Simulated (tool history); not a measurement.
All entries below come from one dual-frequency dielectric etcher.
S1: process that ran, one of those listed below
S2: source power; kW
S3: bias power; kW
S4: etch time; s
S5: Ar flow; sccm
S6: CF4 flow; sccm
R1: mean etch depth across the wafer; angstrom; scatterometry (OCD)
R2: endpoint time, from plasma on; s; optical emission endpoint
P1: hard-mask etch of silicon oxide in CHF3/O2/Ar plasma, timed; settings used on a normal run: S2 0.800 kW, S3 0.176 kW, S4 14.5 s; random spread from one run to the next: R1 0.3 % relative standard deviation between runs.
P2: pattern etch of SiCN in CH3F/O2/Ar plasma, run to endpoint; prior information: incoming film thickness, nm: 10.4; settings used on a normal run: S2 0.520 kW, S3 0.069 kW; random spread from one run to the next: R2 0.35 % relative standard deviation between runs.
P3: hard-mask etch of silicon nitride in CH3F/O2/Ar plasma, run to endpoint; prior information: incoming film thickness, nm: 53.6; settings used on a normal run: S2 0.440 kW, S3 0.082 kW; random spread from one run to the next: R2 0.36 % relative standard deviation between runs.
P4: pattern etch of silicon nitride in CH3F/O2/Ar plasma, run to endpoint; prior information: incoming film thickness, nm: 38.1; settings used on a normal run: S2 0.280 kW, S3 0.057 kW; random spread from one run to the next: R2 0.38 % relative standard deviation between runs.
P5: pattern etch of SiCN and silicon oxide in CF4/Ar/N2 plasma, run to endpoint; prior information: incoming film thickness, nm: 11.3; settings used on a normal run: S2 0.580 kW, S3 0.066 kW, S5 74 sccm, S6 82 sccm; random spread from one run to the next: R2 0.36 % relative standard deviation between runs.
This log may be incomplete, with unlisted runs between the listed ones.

run 1 hour=12.9 | S1=P1 S2=0.800 S3=0.176 S4=14.5 | R1=324.90
run 2 hour=20.2 | S1=P1 S2=0.610 S3=0.240 S4=14.5 | R1=323.59
run 3 hour=32.6 | S1=P4 S2=0.280 S3=0.057 | R2=69.6680
run 4 hour=41.7 | S1=P1 S2=0.800 S3=0.176 S4=14.5 | R1=322.32
run 5 hour=47.7 | S1=P3 S2=0.330 S3=0.082 | R2=80.0370
run 6 hour=57.5 | S1=P1 S2=0.800 S3=0.176 S4=14.5 | R1=321.93
run 7 hour=67.4 | S1=P1 S2=0.800 S3=0.176 S4=14.5 | R1=323.07
run 8 hour=78.5 | S1=P5 S2=0.580 S3=0.066 S5=74 S6=82 | R2=10.0620
run 9 hour=85.2 | S1=P3 S2=0.440 S3=0.057 | R2=80.8680
run 10 hour=95.1 | S1=P1 S2=0.650 S3=0.176 S4=14.5 | R1=299.05
-- hour=99.8 bias power generator calibrated
run 11 hour=102.1 | S1=P5 S2=0.580 S3=0.066 S5=74 S6=82 | R2=9.9588
run 12 hour=110.7 | S1=P2 S2=0.520 S3=0.069 | R2=25.2560
run 13 hour=123.4 | S1=P2 S2=0.350 S3=0.069 | R2=29.4700
run 14 hour=132.4 | S1=P1 S2=0.800 S3=0.176 S4=8.5 | R1=188.59
run 15 hour=141.8 | S1=P3 S2=0.440 S3=0.082 | R2=71.7390
run 16 hour=152.4 | S1=P1 S2=0.800 S3=0.176 S4=14.5 | R1=324.06
run 17 hour=160.8 | S1=P5 S2=0.580 S3=0.066 S5=74 S6=67 | R2=10.3650
run 18 hour=170.1 | S1=P1 S2=1.000 S3=0.224 S4=14.5 | R1=381.16
run 19 hour=177.0 | S1=P1 S2=0.800 S3=0.176 S4=19.5 | R1=435.85
run 20 hour=186.6 | S1=P5 S2=0.440 S3=0.066 S5=74 S6=82 | R2=12.7490
run 21 hour=198.2 | S1=P1 S2=0.600 S3=0.206 S4=14.5 | R1=305.94
run 22 hour=208.6 | S1=P1 S2=1.000 S3=0.176 S4=14.5 | R1=352.25
run 23 hour=219.5 | S1=P4 S2=0.280 S3=0.034 | R2=81.7210
run 24 hour=225.8 | S1=P1 S2=0.800 S3=0.125 S4=14.5 | R1=290.08
run 25 hour=233.5 | S1=P5 S2=0.580 S3=0.066 S5=104 S6=82 | R2=10.5120
run 26 hour=245.1 | S1=P1 S2=0.800 S3=0.231 S4=14.5 | R1=353.91
run 27 hour=254.3 | S1=P4 S2=0.350 S3=0.057 | R2=64.0190
run 28 hour=266.3 | S1=P2 S2=0.520 S3=0.094 | R2=22.7440
run 29 hour=275.8 | S1=P5 S2=0.580 S3=0.084 S5=74 S6=82 | R2=9.3754
run 30 hour=286.4 | S1=P1 S2=0.800 S3=0.176 S4=14.5 | R1=324.21
run 31 hour=295.7 | S1=P1 S2=0.800 S3=0.176 S4=14.5 | R1=324.26
run 32 hour=305.0 | S1=P1 S2=0.800 S3=0.176 S4=14.5 | R1=320.82
run 33 hour=311.6 | S1=P1 S2=0.800 S3=0.176 S4=14.5 | R1=318.59
run 34 hour=317.9 | S1=P1 S2=0.800 S3=0.176 S4=14.5 | R1=320.09
-- hour=323.9 wet clean of the chamber
run 35 hour=327.1 | S1=P1 S2=0.800 S3=0.176 S4=14.5 | R1=319.78
run 36 hour=337.8 | S1=P1 S2=0.800 S3=0.176 S4=14.5 | R1=318.77
run 37 hour=349.6 | S1=P1 S2=0.800 S3=0.176 S4=14.5 | R1=319.35
run 38 hour=360.5 | S1=P1 S2=0.800 S3=0.176 S4=14.5 | R1=318.63
run 39 hour=367.1 | S1=P1 S2=0.800 S3=0.176 S4=14.5 | R1=320.58
run 40 hour=378.8 | S1=P1 S2=0.800 S3=0.176 S4=14.5 | R1=318.50

The log shows P1 creeping away from where it was. Any of the 2 causes listed here, at the size stated for it, fits the log just as well as the others:
A: bias power that arrives under what is set, % = 4.51
B: source power that arrives under what is set, % = 3.83
Onset of the creep was near hour 286.4.
Excluded causes, each with its reason:
chamber walls in a state that lowers the etch rate, %: maintenance at hour 323.9, after the shift began, did not return the process to its former output

You are offered 4 check runs, listed below with question marks in place of their results; each one averages 2 wafers. Which run separates the listed causes by giving clearly different results for each?
run check 1 hour=390.5 | S1=P4 S2=0.280 S3=0.057 | R2=?
run check 2 hour=390.5 | S1=P2 S2=0.520 S3=0.069 | R2=?
run check 3 hour=390.5 | S1=P3 S2=0.440 S3=0.082 | R2=?
run check 4 hour=390.5 | S1=P5 S2=0.580 S3=0.066 S5=74 S6=82 | R2=?

Predicted outcomes, by check and by cause:
check=check_1 result=R2 if_A=70.7770 if_B=70.7470
check=check_2 result=R2 if_A=25.6850 if_B=25.6610
check=check_3 result=R2 if_A=72.9830 if_B=72.8830
check=check_4 result=R2 if_A=10.1770 if_B=10.3930
Smallest distance between any two causes, each pair judged by its most separating result, in per cent: check 1 0.04 %; check 2 0.09 %; check 3 0.14 %; check 4 2.1 %
The other checks would show nearly matching results whichever cause is true, so check 4 is the only one that separates the causes.

Check 4 was then run and gave: R2 10.4020 s. Which cause is it?

The cause is B: source power that arrives under what is set, %.

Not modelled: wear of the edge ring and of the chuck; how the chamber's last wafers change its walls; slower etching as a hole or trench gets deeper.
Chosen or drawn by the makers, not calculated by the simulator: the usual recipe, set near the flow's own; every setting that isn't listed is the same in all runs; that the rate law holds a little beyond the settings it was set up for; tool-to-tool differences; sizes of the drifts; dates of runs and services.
